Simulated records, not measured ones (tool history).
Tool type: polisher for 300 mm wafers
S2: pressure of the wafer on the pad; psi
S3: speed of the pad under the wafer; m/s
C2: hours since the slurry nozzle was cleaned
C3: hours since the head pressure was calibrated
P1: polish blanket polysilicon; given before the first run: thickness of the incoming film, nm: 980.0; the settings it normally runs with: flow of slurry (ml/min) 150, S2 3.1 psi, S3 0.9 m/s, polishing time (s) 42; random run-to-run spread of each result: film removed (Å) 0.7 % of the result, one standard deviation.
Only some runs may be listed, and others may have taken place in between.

Run 1, hour 5.2: flow of slurry (ml/min) 150, S2 3.1 psi, S3 0.9 m/s, polishing time (s) 42; wafers polished on this pad 462; C2 224.5; C3 271.7. Result: film removed (Å) 3984.1.
Run 2, hour 15.6: flow of slurry (ml/min) 220, S2 3.1 psi, S3 0.9 m/s, polishing time (s) 42; wafers polished on this pad 622; C2 234.9; C3 282.1. Result: film removed (Å) 4163.
Run 3, hour 22.7: flow of slurry (ml/min) 150, S2 4.7 psi, S3 0.9 m/s, polishing time (s) 42; wafers polished on this pad 731; C2 242; C3 289.2. Result: film removed (Å) 6071.9.
Run 4, hour 31.4: flow of slurry (ml/min) 150, S2 3.1 psi, S3 0.9 m/s, polishing time (s) 42; wafers polished on this pad 865; C2 250.7; C3 297.9. Result: film removed (Å) 3971.5.
Run 5, hour 40.6: flow of slurry (ml/min) 150, S2 4.8 psi, S3 0.9 m/s, polishing time (s) 22; wafers polished on this pad 1007; C2 259.9; C3 307.1. Result: film removed (Å) 3218.6.
Run 6, hour 50.2: flow of slurry (ml/min) 150, S2 3.1 psi, S3 0.9 m/s, polishing time (s) 42; wafers polished on this pad 1155; C2 269.5; C3 316.7. Result: film removed (Å) 3940.1.
Run 7, hour 57: flow of slurry (ml/min) 150, S2 3.1 psi, S3 1.2 m/s, polishing time (s) 42; wafers polished on this pad 1260; C2 276.3; C3 323.5. Result: film removed (Å) 5234.1.
At hour 58.3: slurry nozzle cleaned.
Run 8, hour 67.6: flow of slurry (ml/min) 150, S2 3.1 psi, S3 0.9 m/s, polishing time (s) 19; wafers polished on this pad 1423; C2 9.4; C3 334.1. Result: film removed (Å) 1791.4.
Run 9, hour 77.2: flow of slurry (ml/min) 95, S2 3.1 psi, S3 0.9 m/s, polishing time (s) 42; wafers polished on this pad 1571; C2 19; C3 343.7. Result: film removed (Å) 3594.1.
Run 10, hour 85.7: flow of slurry (ml/min) 150, S2 3.1 psi, S3 0.42 m/s, polishing time (s) 42; wafers polished on this pad 1702; C2 27.5; C3 352.2. Result: film removed (Å) 1824.4.
Run 11, hour 93.8: flow of slurry (ml/min) 150, S2 1.7 psi, S3 0.9 m/s, polishing time (s) 42; wafers polished on this pad 1827; C2 35.6; C3 360.3. Result: film removed (Å) 2168.5.

Run 12, settings as shown, results not yet in. Your forecast:
Run 12, hour 101.1: flow of slurry (ml/min) 150, S2 3.1 psi, S3 0.9 m/s, polishing time (s) 42; wafers polished on this pad 1939; C2 42.9; C3 367.6. Result: film removed (Å) ?.

{"run 12": {"film removed (Å)": 3978.8}}

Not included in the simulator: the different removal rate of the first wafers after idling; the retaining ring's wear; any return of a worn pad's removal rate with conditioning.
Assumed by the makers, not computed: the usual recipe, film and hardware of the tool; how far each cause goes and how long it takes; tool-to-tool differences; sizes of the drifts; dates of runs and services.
